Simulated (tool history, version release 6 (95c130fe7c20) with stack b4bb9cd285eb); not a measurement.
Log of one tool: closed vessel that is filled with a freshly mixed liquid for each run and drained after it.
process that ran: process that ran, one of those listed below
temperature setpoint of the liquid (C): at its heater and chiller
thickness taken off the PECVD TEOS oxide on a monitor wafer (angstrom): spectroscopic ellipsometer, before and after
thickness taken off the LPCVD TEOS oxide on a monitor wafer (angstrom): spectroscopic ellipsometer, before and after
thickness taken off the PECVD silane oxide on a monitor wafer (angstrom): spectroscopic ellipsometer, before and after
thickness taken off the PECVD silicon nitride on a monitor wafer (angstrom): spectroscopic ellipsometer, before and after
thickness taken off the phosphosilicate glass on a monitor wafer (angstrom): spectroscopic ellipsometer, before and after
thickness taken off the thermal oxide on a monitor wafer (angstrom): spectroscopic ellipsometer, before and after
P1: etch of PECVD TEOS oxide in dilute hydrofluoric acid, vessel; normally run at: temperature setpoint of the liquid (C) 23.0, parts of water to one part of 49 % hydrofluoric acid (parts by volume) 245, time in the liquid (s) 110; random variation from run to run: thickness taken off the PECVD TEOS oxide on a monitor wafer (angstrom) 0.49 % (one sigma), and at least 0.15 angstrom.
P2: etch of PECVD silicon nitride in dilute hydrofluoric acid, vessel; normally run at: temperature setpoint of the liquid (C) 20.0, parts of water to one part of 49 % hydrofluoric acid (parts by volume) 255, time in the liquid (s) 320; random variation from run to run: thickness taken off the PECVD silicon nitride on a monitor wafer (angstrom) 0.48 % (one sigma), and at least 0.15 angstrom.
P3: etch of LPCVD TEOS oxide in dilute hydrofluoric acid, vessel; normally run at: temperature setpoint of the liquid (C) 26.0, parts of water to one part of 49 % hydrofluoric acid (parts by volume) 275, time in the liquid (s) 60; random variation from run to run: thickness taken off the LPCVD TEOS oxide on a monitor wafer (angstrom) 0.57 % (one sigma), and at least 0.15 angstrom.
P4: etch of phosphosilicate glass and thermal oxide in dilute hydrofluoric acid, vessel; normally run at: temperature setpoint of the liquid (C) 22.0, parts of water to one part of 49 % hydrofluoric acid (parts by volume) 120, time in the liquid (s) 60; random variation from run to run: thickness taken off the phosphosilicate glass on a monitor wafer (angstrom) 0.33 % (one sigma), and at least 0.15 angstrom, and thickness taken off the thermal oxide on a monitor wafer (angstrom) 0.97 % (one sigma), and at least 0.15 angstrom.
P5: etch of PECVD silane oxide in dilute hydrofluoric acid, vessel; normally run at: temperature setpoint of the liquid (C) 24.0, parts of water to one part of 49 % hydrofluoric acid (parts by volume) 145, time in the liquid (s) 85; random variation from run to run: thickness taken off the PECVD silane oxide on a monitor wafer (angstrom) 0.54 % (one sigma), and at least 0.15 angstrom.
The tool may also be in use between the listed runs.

run	day	process that ran	temperature setpoint of the liquid (C)	parts of water to one part of 49 % hydrofluoric acid (parts by volume)	time in the liquid (s)	hours since the thermometer was replaced	hours since the hydrofluoric acid flow meter was replaced	thickness taken off the PECVD TEOS oxide on a monitor wafer (angstrom)	thickness taken off the LPCVD TEOS oxide on a monitor wafer (angstrom)	thickness taken off the PECVD silane oxide on a monitor wafer (angstrom)	thickness taken off the PECVD silicon nitride on a monitor wafer (angstrom)	thickness taken off the phosphosilicate glass on a monitor wafer (angstrom)	thickness taken off the thermal oxide on a monitor wafer (angstrom)
1	0.317	P1	23.0	245	110	1269.7	557.2	56.091					
2	0.562	P1	23.0	245	30	1275.6	563.1	14.980					
3	1.029	P3	21.5	275	60	1286.8	574.3		40.705				
4	1.400	P5	24.0	145	85	1295.7	583.2			165.560			
5	1.879	P1	23.0	245	110	1307.2	594.7	55.712					
6	2.179	P1	23.0	85	110	1314.4	601.9	188.850					
7	2.504	P1	23.0	245	110	1322.2	609.7	55.452					
8	2.958	P2	20.0	255	630	1333.1	620.6				110.970		
9	3.408	P4	22.0	70	60	1343.9	631.4					768.92	41.492
10	3.729	P2	24.0	255	320	1351.6	639.1				71.671		
11	4.121	P4	22.0	120	60	1361.0	648.5					421.35	22.277
12	4.388	P3	26.0	455	60	1367.4	654.9		24.097				
13	4.750	P3	26.0	275	60	1376.1	663.6		47.451				
14	5.108	P1	23.0	405	110	1384.7	672.2	28.642					
15	5.496	P1	23.0	245	110	1394.0	681.5	55.051					
16	5.988	P1	17.0	90	110	1405.8	693.3	139.140					
17	6.433	P5	24.0	145	30	1416.5	704.0			57.878			
18	6.892	P2	20.0	65	320	1427.5	715.0				211.610		
19	7.329	P1	18.5	245	110	1438.0	725.5	47.115					
20	7.617	P2	20.0	255	320	1444.9	732.4				55.865		
21	8.075	P4	22.0	120	60	1455.9	743.4					419.58	21.998
22	8.429	P1	23.0	245	205	1464.4	751.9	102.220					
23	8.717	P1	28.0	245	110	1471.3	758.8	66.123					
24	9.033	P5	19.0	145	85	1478.9	766.4			136.250			
25	9.329	P4	27.0	120	60	1486.0	773.5					509.89	27.152
26	9.821	P3	26.0	275	60	1497.8	785.3		47.711				
27	10.196	P1	23.0	245	110	1506.8	794.3	55.638					
28	10.638	P5	24.0	255	85	1517.4	804.9			83.549			
29	10.938	P1	23.0	245	110	1524.6	812.1	55.760					
30	11.412	P5	24.0	145	85	1536.0	823.5			165.290			
31	11.829	P4	22.0	120	120	1546.0	833.5					845.14	45.281
32	12.112	P3	26.0	275	120	1552.8	840.3		95.082				
33	12.362	P1	23.0	245	110	1558.8	846.3	55.704					
34	12.604	P1	23.0	245	110	1564.6	852.1	55.980					

Forecast run 35:
35	12.842	P1	23.0	245	110	1570.3	857.8	?					

{"run 35": {"thickness taken off the PECVD TEOS oxide on a monitor wafer (angstrom)": 56.616}}
